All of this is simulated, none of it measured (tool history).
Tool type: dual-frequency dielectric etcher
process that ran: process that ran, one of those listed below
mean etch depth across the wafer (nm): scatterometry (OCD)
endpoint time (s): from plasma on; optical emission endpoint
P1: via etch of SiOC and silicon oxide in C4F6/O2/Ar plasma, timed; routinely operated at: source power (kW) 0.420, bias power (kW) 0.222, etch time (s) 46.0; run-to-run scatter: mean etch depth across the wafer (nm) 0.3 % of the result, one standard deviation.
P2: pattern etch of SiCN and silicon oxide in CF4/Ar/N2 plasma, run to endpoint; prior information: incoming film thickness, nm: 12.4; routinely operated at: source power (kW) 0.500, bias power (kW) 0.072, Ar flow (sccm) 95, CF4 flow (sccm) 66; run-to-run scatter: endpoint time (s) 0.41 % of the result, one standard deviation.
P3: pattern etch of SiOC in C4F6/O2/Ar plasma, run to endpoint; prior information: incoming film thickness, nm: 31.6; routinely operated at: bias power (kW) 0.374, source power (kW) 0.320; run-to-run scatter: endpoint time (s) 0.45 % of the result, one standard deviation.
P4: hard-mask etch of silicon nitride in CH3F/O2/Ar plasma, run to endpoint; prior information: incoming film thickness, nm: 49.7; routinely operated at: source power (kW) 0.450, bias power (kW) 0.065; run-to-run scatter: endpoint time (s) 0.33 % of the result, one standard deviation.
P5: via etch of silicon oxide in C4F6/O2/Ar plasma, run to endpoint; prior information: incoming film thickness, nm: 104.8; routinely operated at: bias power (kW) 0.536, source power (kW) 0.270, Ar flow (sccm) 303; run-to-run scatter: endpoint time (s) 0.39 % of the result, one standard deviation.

run	day	process that ran	source power (kW)	bias power (kW)	etch time (s)	Ar flow (sccm)	CF4 flow (sccm)	hours since the last wet clean	hours since the last source power generator calibration	hours since the last bias power generator calibration	mean etch depth across the wafer (nm)	endpoint time (s)
1	0.279	P1	0.420	0.222	46.0			131.0	3388.8	1054.7	56.203	
2	0.496	P3	0.320	0.509				136.2	3394.0	1059.9		11.419
3	0.679	P4	0.450	0.091				140.6	3398.4	1064.3		64.184
4	0.975	P2	0.500	0.101		95	66	147.7	3405.5	1071.4		11.763
5	1.283	P1	0.510	0.222	46.0			155.1	3412.9	1078.8	60.631	
6	1.529	P5	0.270	0.536		177		161.0	3418.8	1084.7		24.578
7	1.796	P1	0.420	0.222	57.5			167.4	3425.2	1091.1	70.338	
8	2.083	P2	0.500	0.072		95	50	174.3	3432.1	1098.0		13.882
9	2.258	P4	0.450	0.065				178.5	3436.3	1102.2		72.891
10	2.421	P4	0.450	0.065				182.4	3440.2	1106.1		72.685
11	2.579	P1	0.420	0.222	28.5			186.2	3444.0	1109.9	35.172	
12	2.879	P5	0.270	0.316		303		193.4	3451.2	1117.1		31.895
13	3.112	P1	0.420	0.175	46.0			199.0	3456.8	1122.7	52.364	
14	3.404	P2	0.500	0.072		56	66	206.0	3463.8	1129.7		12.365
15	3.725	P1	0.420	0.222	46.0			213.7	3471.5	1137.4	56.432	
16	4.046	P1	0.420	0.222	46.0			221.4	3479.2	1145.1	56.416	
17	4.329	P3	0.320	0.374				228.2	3486.0	1151.9		12.817
18	4.562	P3	0.210	0.374				233.8	3491.6	1157.5		15.051
19	4.846	P1	0.420	0.222	46.0			240.6	3498.4	1164.3	56.326	
20	5.104	P1	0.420	0.291	46.0			246.8	3504.6	1170.5	62.209	
21	5.425	P5	0.270	0.536		303		254.5	3512.3	1178.2		26.027
22	5.675	P2	0.310	0.072		95	66	260.5	3518.3	1184.2		20.272
23	5.888	P1	0.330	0.288	46.0			265.6	3523.4	1189.3	56.317	
24	6.167	P2	0.500	0.072		95	66	272.3	3530.1	1196.0		13.253
25	6.488	P1	0.420	0.222	46.0			280.0	3537.8	1203.7	56.557	
26	6.712	P4	0.270	0.065				285.4	3543.2	1209.1		88.217
27	6.896	P1	0.310	0.222	46.0			289.8	3547.6	1213.5	50.252	
28	7.092	P1	0.420	0.222	46.0			294.5	3552.3	1218.2	56.642	
29	7.367	P5	0.210	0.536		303		301.1	3558.9	1224.8		28.632
30	7.662	P1	0.420	0.222	46.0			308.2	3566.0	1231.9	56.678	
31	7.900	P1	0.420	0.222	46.0			313.9	3571.7	1237.6	56.198	
32	8.129	P1	0.420	0.222	46.0			319.4	3577.2	1243.1	56.027	
33	8.308	P1	0.420	0.222	46.0			323.7	3581.5	1247.4	55.791	
# day 8.588: wet clean of the chamber
34	8.604	P1	0.420	0.222	46.0			0.5	3588.6	1254.5	55.693	
35	8.792	P1	0.420	0.222	46.0			5.0	3593.1	1259.0	55.649	
36	8.946	P1	0.420	0.222	46.0			8.7	3596.8	1262.7	55.643	
37	9.208	P1	0.420	0.222	46.0			15.0	3603.1	1269.0	55.529	
38	9.379	P1	0.420	0.222	46.0			19.1	3607.2	1273.1	55.641	
39	9.554	P1	0.420	0.222	46.0			23.3	3611.4	1277.3	55.147	
40	9.854	P1	0.420	0.222	46.0			30.5	3618.6	1284.5	55.568	

What P1 gives has crept off from where it sat before. The 2 causes that follow fit the log equally well, each at the size noted:
A: source power that arrives under what is set, % = 4.24
B: bias power that arrives under what is set, % = 4.86
The gradual shift began around day 7.900.
Each remaining cause and why it is not a fit:
chamber walls in a state that lowers the etch rate, %: was serviced at day 8.588, once the creep was under way, yet the earlier output never came back

Of the 4 check runs below, each run on 2 wafers with the results averaged and each result still a question mark, which one would tell the listed causes apart?
check 1	10.154	P2	0.500	0.099		68	66					?
check 2	10.154	P5	0.270	0.324		303						?
check 3	10.154	P4	0.390	0.090								?
check 4	10.154	P3	0.230	0.440								?

What every check run would give for each of its results, assuming each possible cause in turn:
check	result	if A	if B
check 1	endpoint time (s)	11.810	11.562
check 2	endpoint time (s)	32.014	32.063
check 3	endpoint time (s)	69.669	69.784
check 4	endpoint time (s)	13.807	13.845
How far apart the two closest causes lie, in the result that separates them most: check 1 2.12 %; check 2 0.15 %; check 3 0.17 %; check 4 0.28 %
Check 1 tells the causes apart: in the others they would give nearly the same result.

Check 1 has now been run. It gave: endpoint time (s) 11.524. Which of the candidate causes is it?

The correct cause is B, namely: bias power that arrives under what is set, %.
